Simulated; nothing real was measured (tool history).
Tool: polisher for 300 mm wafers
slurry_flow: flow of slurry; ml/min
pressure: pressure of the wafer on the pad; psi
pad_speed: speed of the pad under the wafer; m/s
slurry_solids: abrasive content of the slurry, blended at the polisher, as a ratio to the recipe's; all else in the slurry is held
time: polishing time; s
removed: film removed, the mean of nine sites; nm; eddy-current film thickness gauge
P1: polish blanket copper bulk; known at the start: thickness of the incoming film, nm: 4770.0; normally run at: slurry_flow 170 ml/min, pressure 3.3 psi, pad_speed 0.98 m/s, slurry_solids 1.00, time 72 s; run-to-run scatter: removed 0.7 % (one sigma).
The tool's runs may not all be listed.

| run | day | slurry_flow | pressure | pad_speed | slurry_solids | time | wafers polished on this pad | hours since the slurry nozzle was cleaned | hours since the head pressure was calibrated | hours since the slurry blender was calibrated | removed |
|---|---|---|---|---|---|---|---|---|---|---|---|
| 1 | 0.400 | 170 | 3.3 | 0.98 | 1.00 | 72 | 512 | 168.6 | 134.4 | 142.4 | 625.04 |
| 2 | 1.021 | 170 | 3.3 | 0.44 | 1.00 | 72 | 600 | 183.5 | 149.3 | 157.3 | 280.63 |
| 3 | 1.500 | 170 | 3.3 | 0.98 | 1.00 | 110 | 668 | 195.0 | 160.8 | 168.8 | 971.97 |
| 4 | 2.158 | 170 | 3.3 | 0.98 | 1.40 | 72 | 761 | 210.8 | 176.6 | 184.6 | 687.39 |
| 5 | 2.517 | 170 | 3.3 | 0.98 | 1.00 | 72 | 812 | 219.4 | 185.2 | 193.2 | 634.74 |
| 6 | 2.954 | 170 | 4.8 | 0.98 | 1.00 | 72 | 873 | 229.9 | 195.7 | 203.7 | 935.93 |
| 7 | 3.508 | 100 | 3.3 | 0.98 | 1.40 | 72 | 952 | 243.2 | 209.0 | 217.0 | 616.28 |
| 8 | 4.108 | 235 | 3.3 | 0.46 | 1.00 | 72 | 1037 | 257.6 | 223.4 | 231.4 | 310.49 |
| 9 | 4.542 | 170 | 3.3 | 0.98 | 0.55 | 72 | 1098 | 268.0 | 233.8 | 241.8 | 555.75 |
| 10 | 4.933 | 250 | 3.3 | 0.98 | 1.00 | 72 | 1153 | 277.4 | 243.2 | 251.2 | 657.55 |
| 11 | 5.479 | 170 | 3.3 | 0.98 | 1.00 | 72 | 1231 | 290.5 | 256.3 | 264.3 | 629.88 |
| 12 | 5.767 | 170 | 3.3 | 1.32 | 1.00 | 72 | 1271 | 297.4 | 263.2 | 271.2 | 851.49 |
| 13 | 6.362 | 170 | 2.3 | 0.98 | 1.00 | 72 | 1356 | 311.7 | 277.5 | 285.5 | 439.49 |
| 14 | 6.688 | 115 | 3.3 | 0.98 | 1.00 | 72 | 1402 | 319.5 | 285.3 | 293.3 | 588.15 |
| 15 | 7.246 | 170 | 2.4 | 0.98 | 1.00 | 106 | 1481 | 332.9 | 298.7 | 306.7 | 680.41 |
| 16 | 7.779 | 170 | 3.3 | 0.98 | 1.00 | 72 | 1556 | 345.7 | 311.5 | 319.5 | 634.90 |
| 17 | 8.229 | 170 | 3.3 | 0.98 | 1.00 | 72 | 1620 | 356.5 | 322.3 | 330.3 | 627.65 |
| 18 | 8.667 | 170 | 3.3 | 0.98 | 1.00 | 72 | 1682 | 367.0 | 332.8 | 340.8 | 624.81 |
| 19 | 8.979 | 170 | 3.3 | 0.98 | 1.00 | 47 | 1726 | 374.5 | 340.3 | 348.3 | 409.99 |
| 20 | 9.533 | 170 | 3.3 | 0.98 | 1.00 | 72 | 1804 | 387.8 | 353.6 | 361.6 | 626.52 |
| 21 | 10.200 | 170 | 3.3 | 0.98 | 1.00 | 72 | 1899 | 403.8 | 369.6 | 377.6 | 636.98 |
| 22 | 10.683 | 170 | 3.3 | 0.98 | 1.00 | 72 | 1967 | 415.4 | 381.2 | 389.2 | 613.46 |
| 23 | 11.333 | 170 | 3.3 | 0.98 | 1.00 | 72 | 2059 | 431.0 | 396.8 | 404.8 | 612.17 |
| 24 | 11.883 | 170 | 3.3 | 0.98 | 1.00 | 72 | 2137 | 444.2 | 410.0 | 418.0 | 599.22 |
|  | 12.300 | worn pad replaced by a new one |
| 25 | 12.504 | 170 | 3.3 | 0.98 | 1.00 | 72 | 29 | 459.1 | 424.9 | 432.9 | 592.42 |
| 26 | 12.867 | 170 | 3.3 | 0.98 | 1.00 | 72 | 80 | 467.8 | 433.6 | 441.6 | 588.05 |
| 27 | 13.288 | 170 | 3.3 | 0.98 | 1.00 | 72 | 139 | 477.9 | 443.7 | 451.7 | 582.02 |
|  | 13.392 | slurry blender recalibrated |
| 28 | 13.817 | 170 | 3.3 | 0.98 | 1.00 | 72 | 214 | 490.6 | 456.4 | 10.2 | 597.95 |
| 29 | 14.358 | 170 | 3.3 | 0.98 | 1.00 | 72 | 291 | 503.6 | 469.4 | 23.2 | 588.93 |
| 30 | 14.925 | 170 | 3.3 | 0.98 | 1.00 | 72 | 371 | 517.2 | 483.0 | 36.8 | 583.47 |
| 31 | 15.217 | 170 | 3.3 | 0.98 | 1.00 | 72 | 412 | 524.2 | 490.0 | 43.8 | 589.40 |
| 32 | 15.879 | 170 | 3.3 | 0.98 | 1.00 | 72 | 506 | 540.1 | 505.9 | 59.7 | 584.57 |

What P1 gives has crept away from where it was. These 2 causes fit the log equally well, each at the size given:
A: head's pressure below its setpoint, % = 7.46
B: slurry flow missing at the pad, % = 34
The creep began at about day 10.200.
Why every other cause is out:
removal rate lost through wear of the pad, %: serviced at day 12.300, which brought nothing back
abrasive missing from the slurry, %: serviced at day 13.392, which brought nothing back

4 check runs are offered, each on 5 wafers whose results are averaged, their results left as question marks. Which one tells the causes apart?
| check 1 | 16.542 | 170 | 3.3 | 0.98 | 1.35 | 107 |  |  |  |  | ? |
| check 2 | 16.542 | 170 | 3.3 | 0.52 | 1.00 | 72 |  |  |  |  | ? |
| check 3 | 16.542 | 170 | 2.4 | 0.98 | 1.00 | 72 |  |  |  |  | ? |
| check 4 | 16.542 | 245 | 3.3 | 0.98 | 1.00 | 72 |  |  |  |  | ? |

What each check would give under each cause:
| check | result | if A | if B |
|---|---|---|---|
| check 1 | removed | 926.15 | 926.01 |
| check 2 | removed | 309.73 | 309.69 |
| check 3 | removed | 424.53 | 424.46 |
| check 4 | removed | 612.09 | 625.84 |
How far apart the two closest causes lie, in the result that separates them most: check 1 0.01 %; check 2 0.01 %; check 3 0.01 %; check 4 2.22 %
Check 4 tells the causes apart: in the others they would give nearly the same result.

Check 4 was then run and gave: removed 628.40 nm. Which cause is it?

It is B: slurry flow missing at the pad, %.

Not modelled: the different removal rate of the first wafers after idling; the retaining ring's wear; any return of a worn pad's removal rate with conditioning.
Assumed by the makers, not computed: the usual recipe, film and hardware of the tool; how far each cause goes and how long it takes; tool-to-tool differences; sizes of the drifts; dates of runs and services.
